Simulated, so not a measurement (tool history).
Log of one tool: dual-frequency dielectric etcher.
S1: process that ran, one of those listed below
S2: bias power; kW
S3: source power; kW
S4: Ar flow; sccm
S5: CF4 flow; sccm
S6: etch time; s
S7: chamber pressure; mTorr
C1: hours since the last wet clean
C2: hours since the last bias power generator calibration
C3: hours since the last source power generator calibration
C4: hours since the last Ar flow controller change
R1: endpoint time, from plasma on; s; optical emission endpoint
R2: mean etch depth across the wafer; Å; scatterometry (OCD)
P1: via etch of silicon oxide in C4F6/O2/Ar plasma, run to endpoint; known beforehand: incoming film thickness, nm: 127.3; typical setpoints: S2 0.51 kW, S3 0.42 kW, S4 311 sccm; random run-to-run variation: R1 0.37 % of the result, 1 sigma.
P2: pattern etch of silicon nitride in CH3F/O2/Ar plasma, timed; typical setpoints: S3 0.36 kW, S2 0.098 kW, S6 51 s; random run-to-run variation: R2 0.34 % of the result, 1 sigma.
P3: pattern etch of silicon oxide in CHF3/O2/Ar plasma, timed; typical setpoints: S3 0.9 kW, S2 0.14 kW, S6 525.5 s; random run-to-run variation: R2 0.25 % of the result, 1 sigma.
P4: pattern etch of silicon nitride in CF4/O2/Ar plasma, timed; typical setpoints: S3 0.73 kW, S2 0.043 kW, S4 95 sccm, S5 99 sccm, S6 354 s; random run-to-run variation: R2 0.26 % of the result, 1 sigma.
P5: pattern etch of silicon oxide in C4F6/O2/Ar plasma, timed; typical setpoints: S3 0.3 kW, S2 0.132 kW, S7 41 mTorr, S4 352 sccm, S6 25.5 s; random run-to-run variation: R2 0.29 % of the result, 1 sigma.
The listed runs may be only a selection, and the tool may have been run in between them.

run,day,S1,S2,S3,S4,S5,S6,S7,C1,C2,C3,C4,R1,R2
1,0.254,P1,0.51,0.42,311,,,,177.2,328.5,1286.5,1044.1,27.256,
2,0.467,P1,0.51,0.42,219,,,,182.3,333.6,1291.6,1049.2,26.206,
3,0.608,P4,0.043,0.73,95,99,354,,185.7,337,1295,1052.6,,8862.5
4,0.871,P2,0.123,0.36,,,51,,192,343.3,1301.3,1058.9,,423.37
5,1.038,P1,0.51,0.42,311,,,,196,347.3,1305.3,1062.9,27.491,
6,1.217,P5,0.105,0.3,352,,25.5,41,200.3,351.6,1309.6,1067.2,,599.38
7,1.492,P5,0.132,0.3,352,,25.5,26.5,206.9,358.2,1316.2,1073.8,,676.87
8,1.754,P1,0.51,0.42,424,,,,213.2,364.5,1322.5,1080.1,28.281,
9,1.996,P4,0.043,0.73,95,99,445,,219,370.3,1328.3,1085.9,,11209
10,2.192,P5,0.132,0.3,352,,16,41,223.7,375,1333,1090.6,,402.55
11,2.392,P3,0.14,0.9,,,525.5,,228.5,379.8,1337.8,1095.4,,11302
12,2.558,P4,0.043,0.73,95,99,354,,232.5,383.8,1341.8,1099.4,,8940.6
13,2.779,P4,0.043,0.73,95,119,354,,237.8,389.1,1347.1,1104.7,,9105.7
14,2.967,P1,0.51,0.52,311,,,,242.3,393.6,1351.6,1109.2,25.277,
15,3.175,P5,0.132,0.3,473,,25.5,41,247.3,398.6,1356.6,1114.2,,620.54
16,3.371,P2,0.098,0.26,,,51,,252,403.3,1361.3,1118.9,,346.06
17,3.496,P5,0.132,0.3,352,,25.5,41,255,406.3,1364.3,1121.9,,640.97
18,3.742,P1,0.706,0.42,311,,,,260.9,412.2,1370.2,1127.8,24.156,
19,3.971,P3,0.14,0.9,,,318,,266.4,417.7,1375.7,1133.3,,6819.7
20,4.129,P4,0.033,0.73,95,99,354,,270.2,421.5,1379.5,1137.1,,8135.6
21,4.329,P1,0.662,0.42,363,,,,275,426.3,1384.3,1141.9,25.242,
22,4.492,P1,0.51,0.31,311,,,,278.9,430.2,1388.2,1145.8,30.651,
23,4.679,P3,0.114,0.9,,,525.5,,283.4,434.7,1392.7,1150.3,,10666
24,4.862,P5,0.132,0.21,352,,25.5,41,287.8,439.1,1397.1,1154.7,,557.87
25,5.05,P1,0.51,0.42,311,,,,292.3,443.6,1401.6,1159.2,27.393,
26,5.204,P4,0.043,0.73,68,99,354,,296,447.3,1405.3,1162.9,,9289.4
27,5.433,P2,0.098,0.36,,,28,,301.5,452.8,1410.8,1168.4,,213.78
28,5.696,P1,0.51,0.42,311,,,,307.8,459.1,1417.1,1174.7,27.392,
29,5.862,P1,0.397,0.42,311,,,,311.8,463.1,1421.1,1178.7,29.929,
30,6.075,P1,0.51,0.42,311,,,,316.9,468.2,1426.2,1183.8,27.331,
31,6.217,P5,0.132,0.3,352,,25.5,41,320.3,471.6,1429.6,1187.2,,644.76
32,6.388,P3,0.14,0.61,,,525.5,,324.4,475.7,1433.7,1191.3,,9688.7
33,6.629,P3,0.14,0.9,,,525.5,,330.2,481.5,1439.5,1197.1,,11293
34,6.875,P1,0.51,0.42,311,,,,336.1,487.4,1445.4,1203,27.471,
35,7.108,P2,0.098,0.36,,,51,,341.7,493,1451,1208.6,,391.11
36,7.258,P4,0.043,0.95,95,99,354,,345.3,496.6,1454.6,1212.2,,11275
37,7.483,P1,0.51,0.42,311,,,,350.7,502,1460,1217.6,27.272,
38,7.65,P1,0.51,0.42,311,,,,354.7,506,1464,1221.6,27.309,
39,7.796,P1,0.51,0.42,311,,,,358.2,509.5,1467.5,1225.1,27.689,
40,8.038,P1,0.51,0.42,311,,,,364,515.3,1473.3,1230.9,27.631,
41,8.183,P1,0.51,0.42,311,,,,367.5,518.8,1476.8,1234.4,27.8,
# day 8.2: wet clean of the chamber
42,8.454,P1,0.51,0.42,311,,,,6.2,525.3,1483.3,1240.9,27.841,
43,8.633,P1,0.51,0.42,311,,,,10.5,529.6,1487.6,1245.2,27.899,
44,8.9,P1,0.51,0.42,311,,,,16.9,536,1494,1251.6,27.901,
45,9.025,P1,0.51,0.42,311,,,,19.9,539,1497,1254.6,28.032,

Something has made what P1 gives creep away from where it was; the 2 causes below, each at its own stated size, fit the log equally well:
A: source power that arrives under what is set, % = 4.84
B: bias power that arrives under what is set, % = 4.79
The gradual shift began around day 7.483.
All other causes, with the reason each is excluded:
chamber walls in a state that lowers the etch rate, %: was serviced at day 8.2, once the creep was under way, yet the earlier output never came back
Ar flow that arrives over what is set, %: at most 8, giving a +0.9 % change in R1: too small, or against the direction of the creep

The check runs listed below each take one wafer, and their results are still question marks. Under which run would the listed causes lead to clearly different results?
check 1,9.15,P2,0.098,0.36,,,51,,,,,,,?
check 2,9.15,P5,0.132,0.3,352,,25.5,41,,,,,,?
check 3,9.15,P3,0.14,0.9,,,525.5,,,,,,,?
check 4,9.15,P4,0.043,0.73,95,99,354,,,,,,,?

What every check run would give for each of its results, assuming each possible cause in turn:
check,result,if A,if B
check 1,R2,384.22,384.39
check 2,R2,629.15,632.22
check 3,R2,11076,11125
check 4,R2,8525.5,8755.2
Gap, in per cent, between the two causes that each check separates least, read from the result that separates them most: check 1 0.04 %; check 2 0.49 %; check 3 0.44 %; check 4 2.66 %
Of the check runs offered, only check 4 discriminates between the causes; the rest would read about the same regardless of which cause applies.

Then check 4 was run and gave: R2 8754.6 Å. Which cause is it?

It is B: bias power that arrives under what is set, %.

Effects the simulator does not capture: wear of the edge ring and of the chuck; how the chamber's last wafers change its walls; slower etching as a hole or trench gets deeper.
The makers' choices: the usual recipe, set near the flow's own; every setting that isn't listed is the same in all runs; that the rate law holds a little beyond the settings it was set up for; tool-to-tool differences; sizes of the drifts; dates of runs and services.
